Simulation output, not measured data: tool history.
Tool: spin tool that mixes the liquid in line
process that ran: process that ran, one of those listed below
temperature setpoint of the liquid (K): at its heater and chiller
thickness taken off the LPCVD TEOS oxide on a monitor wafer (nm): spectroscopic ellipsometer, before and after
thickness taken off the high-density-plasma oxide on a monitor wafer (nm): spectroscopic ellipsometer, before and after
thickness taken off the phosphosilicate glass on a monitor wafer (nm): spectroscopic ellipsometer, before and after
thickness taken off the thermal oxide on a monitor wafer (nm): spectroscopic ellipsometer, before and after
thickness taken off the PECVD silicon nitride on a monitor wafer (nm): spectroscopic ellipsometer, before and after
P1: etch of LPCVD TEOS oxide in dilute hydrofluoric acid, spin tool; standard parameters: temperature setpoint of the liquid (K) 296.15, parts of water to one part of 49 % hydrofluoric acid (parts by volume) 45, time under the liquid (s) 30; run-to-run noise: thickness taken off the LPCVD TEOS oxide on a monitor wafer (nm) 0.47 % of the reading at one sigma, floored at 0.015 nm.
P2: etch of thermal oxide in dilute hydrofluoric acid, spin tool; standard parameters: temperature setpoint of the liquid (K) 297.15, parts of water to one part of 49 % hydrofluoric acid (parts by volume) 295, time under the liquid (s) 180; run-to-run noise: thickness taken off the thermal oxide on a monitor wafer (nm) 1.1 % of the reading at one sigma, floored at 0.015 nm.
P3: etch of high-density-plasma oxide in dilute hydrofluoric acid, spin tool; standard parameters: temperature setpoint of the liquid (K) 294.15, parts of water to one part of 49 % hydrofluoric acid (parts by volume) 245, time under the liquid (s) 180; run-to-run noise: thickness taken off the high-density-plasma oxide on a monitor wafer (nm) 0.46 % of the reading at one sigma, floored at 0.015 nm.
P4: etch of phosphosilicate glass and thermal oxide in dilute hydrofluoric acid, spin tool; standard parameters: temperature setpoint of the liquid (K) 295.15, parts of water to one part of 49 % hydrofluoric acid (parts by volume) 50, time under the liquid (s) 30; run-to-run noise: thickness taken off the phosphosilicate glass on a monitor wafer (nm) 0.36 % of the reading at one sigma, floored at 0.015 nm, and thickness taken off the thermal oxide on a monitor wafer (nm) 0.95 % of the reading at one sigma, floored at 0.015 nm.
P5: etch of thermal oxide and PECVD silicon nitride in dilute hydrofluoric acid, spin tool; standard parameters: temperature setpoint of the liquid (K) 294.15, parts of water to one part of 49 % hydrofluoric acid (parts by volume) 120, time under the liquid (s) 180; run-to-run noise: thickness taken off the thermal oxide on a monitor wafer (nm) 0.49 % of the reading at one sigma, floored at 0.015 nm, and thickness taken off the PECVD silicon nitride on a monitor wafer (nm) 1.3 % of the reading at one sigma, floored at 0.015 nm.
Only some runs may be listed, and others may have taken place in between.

run   hour  process that ran  temperature setpoint of the liquid (K)  parts of water to one part of 49 % hydrofluoric acid (parts by volume)  time under the liquid (s)  hours since the thermometer was replaced  hours since the hydrofluoric acid flow meter was replaced  thickness taken off the LPCVD TEOS oxide on a monitor wafer (nm)  thickness taken off the high-density-plasma oxide on a monitor wafer (nm)  thickness taken off the phosphosilicate glass on a monitor wafer (nm)  thickness taken off the thermal oxide on a monitor wafer (nm)  thickness taken off the PECVD silicon nitride on a monitor wafer (nm)
  1    6.7                P1                                  296.15                                                                      45                         30                                     217.4                                                      511.8                                                            23.564
  2   14.4                P3                                  294.15                                                                     245                        180                                     225.1                                                      519.5                                                                                                                                       4.6503
  3   20.6                P1                                  290.15                                                                      75                         30                                     231.3                                                      525.7                                                            10.625
  4     29                P3                                  294.15                                                                      75                        180                                     239.7                                                      534.1                                                                                                                                       18.049
  5   33.1                P4                                  295.15                                                                      50                         15                                     243.8                                                      538.2                                                                                                                                                                                                              35.395                                                         1.3546
  6   37.1                P2                                  297.15                                                                     295                        180                                     247.8                                                      542.2                                                                                                                                                                                                                                                                             2.2616
  7     45                P1                                  296.15                                                                      45                         30                                     255.7                                                      550.1                                                            23.459
  8   49.4                P2                                  297.15                                                                     295                        260                                     260.1                                                      554.5                                                                                                                                                                                                                                                                             3.2246
  9   55.8                P3                                  294.15                                                                     245                        180                                     266.5                                                      560.9                                                                                                                                         4.59
 10   62.8                P1                                  296.15                                                                      45                         65                                     273.5                                                      567.9                                                             50.68
 11     67                P1                                  296.15                                                                      45                         15                                     277.7                                                      572.1                                                            11.574
 12   71.4                P1                                  296.15                                                                      45                         30                                     282.1                                                      576.5                                                            23.358
 13   77.2                P5                                  294.15                                                                     215                        180                                     287.9                                                      582.3                                                                                                                                                                                                                                                                             3.0338                                                                  1.123
 14   81.1                P1                                  296.15                                                                      70                         30                                     291.8                                                      586.2                                                            14.493
 15   88.5                P3                                  290.15                                                                     245                        180                                     299.2                                                      593.6                                                                                                                                       4.0249
 16     94                P4                                  295.15                                                                      85                         30                                     304.7                                                      599.1                                                                                                                                                                                                              39.654                                                         1.5037
 17   99.4                P1                                  290.65                                                                      45                         30                                     310.1                                                      604.5                                                            18.494
 18  105.2                P1                                  296.15                                                                      25                         30                                     315.9                                                      610.3                                                            43.332
 19  110.2                P2                                  297.15                                                                     100                        180                                     320.9                                                      615.3                                                                                                                                                                                                                                                                             8.0693
 20  115.3                P2                                  290.65                                                                     295                        180                                       326                                                      620.4                                                                                                                                                                                                                                                                             1.7462
 21  122.9                P5                                  290.15                                                                     120                        180                                     333.6                                                        628                                                                                                                                                                                                                                                                             5.0905                                                                 1.4984
 22  127.3                P5                                  294.15                                                                     120                        335                                       338                                                      632.4                                                                                                                                                                                                                                                                             11.203                                                                 3.7715
 23  132.7                P5                                  294.15                                                                     120                        180                                     343.4                                                      637.8                                                                                                                                                                                                                                                                             5.9256                                                                 1.9881

For run 24, what comes out?
 24  140.7                P3                                  294.15                                                                     245                         60                                     351.4                                                      645.8                                                                                                                                            ?

{"run 24": {"thickness taken off the high-density-plasma oxide on a monitor wafer (nm)": 1.527}}

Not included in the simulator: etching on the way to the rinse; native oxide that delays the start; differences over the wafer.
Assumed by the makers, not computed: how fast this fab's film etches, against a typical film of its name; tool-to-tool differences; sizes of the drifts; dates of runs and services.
